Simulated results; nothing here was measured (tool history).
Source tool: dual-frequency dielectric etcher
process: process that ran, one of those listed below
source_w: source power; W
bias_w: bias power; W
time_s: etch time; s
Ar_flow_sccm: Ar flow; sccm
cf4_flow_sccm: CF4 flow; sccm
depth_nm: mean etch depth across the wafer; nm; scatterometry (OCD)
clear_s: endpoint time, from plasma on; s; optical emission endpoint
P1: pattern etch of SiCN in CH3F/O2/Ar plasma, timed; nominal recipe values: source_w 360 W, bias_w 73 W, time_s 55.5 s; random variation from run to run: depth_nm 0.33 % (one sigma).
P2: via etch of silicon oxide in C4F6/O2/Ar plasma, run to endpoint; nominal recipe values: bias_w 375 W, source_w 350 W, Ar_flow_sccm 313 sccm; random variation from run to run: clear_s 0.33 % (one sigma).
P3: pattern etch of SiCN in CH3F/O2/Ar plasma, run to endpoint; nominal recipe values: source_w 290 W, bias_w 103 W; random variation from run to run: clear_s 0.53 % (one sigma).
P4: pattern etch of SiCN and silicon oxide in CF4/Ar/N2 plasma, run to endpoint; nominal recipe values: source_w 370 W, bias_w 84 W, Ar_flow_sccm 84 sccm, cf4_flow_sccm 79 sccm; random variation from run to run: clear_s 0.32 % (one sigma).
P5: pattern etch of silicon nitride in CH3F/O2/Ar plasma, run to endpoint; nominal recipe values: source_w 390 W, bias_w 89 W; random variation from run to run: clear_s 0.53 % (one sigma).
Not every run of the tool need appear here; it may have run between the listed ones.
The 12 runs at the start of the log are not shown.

run	hour	process	source_w	bias_w	time_s	Ar_flow_sccm	cf4_flow_sccm	hours since the last wet clean	hours since the last source power generator calibration	hours since the last bias power generator calibration	depth_nm	clear_s
13	68.9	P1	440	96	55.5			461.0	2567.3	1407.4	24.199	
14	74.1	P1	360	73	55.5			466.2	2572.5	1412.6	20.293	
15	80.0	P1	280	73	55.5			472.1	2578.4	1418.5	18.495	
16	84.8	P1	360	73	77.5			476.9	2583.2	1423.3	28.210	
# hour 85.5: source power generator calibrated
17	90.5	P3	290	63				482.6	5.0	1429.0		31.116
18	94.4	P5	390	89				486.5	8.9	1432.9		30.389
19	98.3	P2	350	375		313		490.4	12.8	1436.8		16.201
20	103.5	P1	360	94	55.5			495.6	18.0	1442.0	22.290	
21	107.5	P2	350	375		313		499.6	22.0	1446.0		16.347
22	113.4	P1	360	90	68.5			505.5	27.9	1451.9	26.957	
23	120.4	P4	370	84		84	79	512.5	34.9	1458.9		18.257
24	126.0	P4	370	84		109	79	518.1	40.5	1464.5		18.852
25	132.5	P1	490	73	55.5			524.6	47.0	1471.0	22.618	
26	136.7	P2	350	286		313		528.8	51.2	1475.2		17.931
27	143.8	P3	350	103				535.9	58.3	1482.3		23.927
28	147.2	P2	350	375		183		539.3	61.7	1485.7		15.371
29	153.7	P4	370	52		84	79	545.8	68.2	1492.2		21.314
30	159.2	P4	250	84		84	79	551.3	73.7	1497.7		25.779
31	166.3	P5	390	65				558.4	80.8	1504.8		34.205
32	172.7	P1	360	73	55.5			564.8	87.2	1511.2	20.250	
33	177.0	P1	360	73	55.5			569.1	91.5	1515.5	20.246	

What will run 34 give?
34	183.0	P1	360	73	55.5			575.1	97.5	1521.5	?	

depth_nm: 20.110 nm
